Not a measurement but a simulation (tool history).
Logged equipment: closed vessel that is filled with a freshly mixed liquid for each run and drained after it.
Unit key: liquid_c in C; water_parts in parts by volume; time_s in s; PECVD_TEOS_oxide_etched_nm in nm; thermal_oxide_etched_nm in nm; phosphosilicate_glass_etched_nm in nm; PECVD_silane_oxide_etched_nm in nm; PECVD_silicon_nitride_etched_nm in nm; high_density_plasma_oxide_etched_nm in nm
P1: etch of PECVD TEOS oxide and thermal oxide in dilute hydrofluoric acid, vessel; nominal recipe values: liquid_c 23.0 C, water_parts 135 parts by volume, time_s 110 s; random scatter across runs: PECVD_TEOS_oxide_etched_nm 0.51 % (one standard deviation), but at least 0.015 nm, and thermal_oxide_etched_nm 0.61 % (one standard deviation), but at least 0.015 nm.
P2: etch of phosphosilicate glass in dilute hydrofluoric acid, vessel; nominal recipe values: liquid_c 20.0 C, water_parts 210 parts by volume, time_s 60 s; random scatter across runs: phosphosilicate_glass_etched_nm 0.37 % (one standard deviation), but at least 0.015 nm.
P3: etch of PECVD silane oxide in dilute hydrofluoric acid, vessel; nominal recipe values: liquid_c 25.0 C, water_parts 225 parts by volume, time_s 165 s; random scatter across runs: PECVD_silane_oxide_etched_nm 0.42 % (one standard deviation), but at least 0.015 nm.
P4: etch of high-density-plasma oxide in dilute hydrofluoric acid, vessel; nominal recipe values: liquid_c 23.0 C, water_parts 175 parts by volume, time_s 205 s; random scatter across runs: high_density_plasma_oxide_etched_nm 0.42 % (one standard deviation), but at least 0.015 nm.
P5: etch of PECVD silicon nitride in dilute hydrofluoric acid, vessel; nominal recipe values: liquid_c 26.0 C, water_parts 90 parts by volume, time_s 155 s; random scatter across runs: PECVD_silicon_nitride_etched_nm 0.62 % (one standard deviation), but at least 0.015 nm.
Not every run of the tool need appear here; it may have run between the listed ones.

run,hour,process,liquid_c,water_parts,time_s,PECVD_TEOS_oxide_etched_nm,thermal_oxide_etched_nm,phosphosilicate_glass_etched_nm,PECVD_silane_oxide_etched_nm,PECVD_silicon_nitride_etched_nm,high_density_plasma_oxide_etched_nm
1,9.7,P1,23.0,135,110,17.1230,3.7928,,,,
2,15.9,P2,28.0,210,60,,,23.3140,,,
3,25.1,P1,23.0,135,110,17.0870,3.8174,,,,
4,31.7,P3,25.0,225,165,,,,17.770,,
5,40.8,P2,20.0,210,60,,,17.4430,,,
6,50.0,P5,26.0,30,155,,,,,12.2710,
7,58.9,P3,20.5,225,165,,,,14.960,,
8,63.3,P5,26.0,90,255,,,,,6.8419,
9,71.5,P4,23.0,275,205,,,,,,3.6093
10,76.0,P2,20.0,360,60,,,8.7955,,,
11,84.9,P3,25.0,225,240,,,,25.713,,
12,90.8,P1,23.0,75,110,33.1600,7.3509,,,,
13,100.7,P4,23.0,175,205,,,,,,6.2782
14,106.5,P4,23.0,175,90,,,,,,2.7893
15,113.8,P5,26.0,90,155,,,,,4.1917,
16,123.4,P1,23.0,135,35,5.4470,1.2097,,,,
17,132.1,P1,23.0,135,110,17.1080,3.7999,,,,
18,137.8,P1,23.0,235,110,8.7761,1.9679,,,,
19,143.7,P1,30.0,135,110,22.3650,4.9267,,,,
20,153.7,P5,26.0,90,155,,,,,4.1770,
21,161.8,P4,27.5,175,205,,,,,,7.4999
22,169.1,P4,23.0,175,205,,,,,,6.2873
# hour 174.6: thermometer replaced
23,178.8,P5,31.5,90,155,,,,,5.9495,
24,185.3,P1,23.0,135,110,17.0750,3.8203,,,,
# hour 188.8: hydrofluoric acid flow meter replaced
25,191.1,P1,23.0,135,155,24.0460,5.3966,,,,
26,199.5,P3,25.0,330,165,,,,10.880,,
27,206.2,P2,20.0,210,30,,,8.6651,,,
28,215.9,P1,23.0,135,110,17.1020,3.7827,,,,
29,221.0,P1,17.0,135,110,13.4610,3.0096,,,,
30,230.3,P1,23.0,40,190,112.0100,24.9110,,,,
31,240.0,P1,23.0,50,205,95.6710,21.2320,,,,
32,248.0,P2,20.0,210,60,,,17.4480,,,
33,256.7,P3,25.0,225,165,,,,17.682,,
34,261.7,P1,23.0,135,110,17.0970,3.8041,,,,
35,266.1,P1,23.0,135,110,17.3380,3.8753,,,,
36,271.5,P1,23.0,135,110,17.5920,3.9285,,,,
37,279.4,P1,23.0,135,110,17.9570,4.0083,,,,
38,286.8,P1,23.0,135,110,18.0450,3.9692,,,,
39,291.1,P1,23.0,135,110,18.0490,4.0313,,,,
40,297.2,P1,23.0,135,110,18.1090,4.0251,,,,
41,304.3,P1,23.0,135,110,18.0970,4.0564,,,,
42,312.2,P1,23.0,135,110,18.2590,4.0801,,,,

Compared with where it was, what P1 gives has crept away. Each cause listed below fits the log as well as the rest, at the size given for it:
A: liquid hotter than its thermometer reads (K) = 1.7
B: hydrofluoric acid flow above the setpoint (%) = 5.88
The process output started creeping at around hour 261.7.

4 check runs are offered, one wafer each, their results left as question marks. Which one tells the causes apart?
check 1,320.1,P5,26.0,90,155,,,,,?,
check 2,320.1,P3,25.0,225,165,,,,?,,
check 3,320.1,P4,23.0,175,205,,,,,,?
check 4,320.1,P2,20.0,210,60,,,?,,,

Expected result of each check under each candidate cause:
check,result,if A,if B
check 1,PECVD_silicon_nitride_etched_nm,4.6589,4.4170
check 2,PECVD_silane_oxide_etched_nm,18.817,19.008
check 3,high_density_plasma_oxide_etched_nm,6.7032,6.7283
check 4,phosphosilicate_glass_etched_nm,18.5570,18.6290
How far apart the two closest causes lie, in the result that separates them most: check 1 5.33 %; check 2 1.01 %; check 3 0.37 %; check 4 0.39 %
Only in check 1 would the causes give clearly different results; in the remaining checks their results would be nearly the same.

Here is what check 1 returned: PECVD_silicon_nitride_etched_nm 4.3994 nm. Which cause is it?

B is the cause: hydrofluoric acid flow above the setpoint (%).

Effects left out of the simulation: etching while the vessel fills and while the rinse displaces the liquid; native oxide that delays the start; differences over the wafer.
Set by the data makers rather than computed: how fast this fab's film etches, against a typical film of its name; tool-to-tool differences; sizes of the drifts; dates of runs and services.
